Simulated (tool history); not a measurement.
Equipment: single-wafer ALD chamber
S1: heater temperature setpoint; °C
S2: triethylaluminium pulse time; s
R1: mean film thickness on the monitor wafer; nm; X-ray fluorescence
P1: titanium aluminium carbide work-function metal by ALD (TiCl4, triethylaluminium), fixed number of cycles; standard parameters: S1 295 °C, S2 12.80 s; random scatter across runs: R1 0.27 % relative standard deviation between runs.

run 1 day=0.300 | S1=295 S2=12.80 | R1=2.0744
-- day=0.396 thermocouple changed; heater temperature recalibrated
run 2 day=0.629 | S1=271 S2=12.80 | R1=1.8558
run 3 day=0.996 | S1=295 S2=20.64 | R1=2.0883
run 4 day=1.308 | S1=295 S2=12.80 | R1=2.0738
run 5 day=1.696 | S1=295 S2=12.80 | R1=2.0700
run 6 day=1.908 | S1=295 S2=5.86 | R1=1.8138
run 7 day=2.225 | S1=295 S2=12.80 | R1=2.0755
run 8 day=2.529 | S1=307 S2=8.89 | R1=2.1017
run 9 day=2.908 | S1=315 S2=12.80 | R1=2.2637
run 10 day=3.112 | S1=295 S2=12.80 | R1=2.0656
run 11 day=3.500 | S1=295 S2=12.80 | R1=2.0713
run 12 day=3.717 | S1=295 S2=12.80 | R1=2.0730
run 13 day=4.021 | S1=295 S2=12.80 | R1=2.0397
run 14 day=4.417 | S1=295 S2=12.80 | R1=2.0452
run 15 day=4.692 | S1=295 S2=12.80 | R1=2.0584
run 16 day=5.038 | S1=295 S2=12.80 | R1=2.0388

For run 17, what comes out?
run 17 day=5.338 | S1=295 S2=12.80 | R1=?

{"run 17": {"R1": 2.0452}}

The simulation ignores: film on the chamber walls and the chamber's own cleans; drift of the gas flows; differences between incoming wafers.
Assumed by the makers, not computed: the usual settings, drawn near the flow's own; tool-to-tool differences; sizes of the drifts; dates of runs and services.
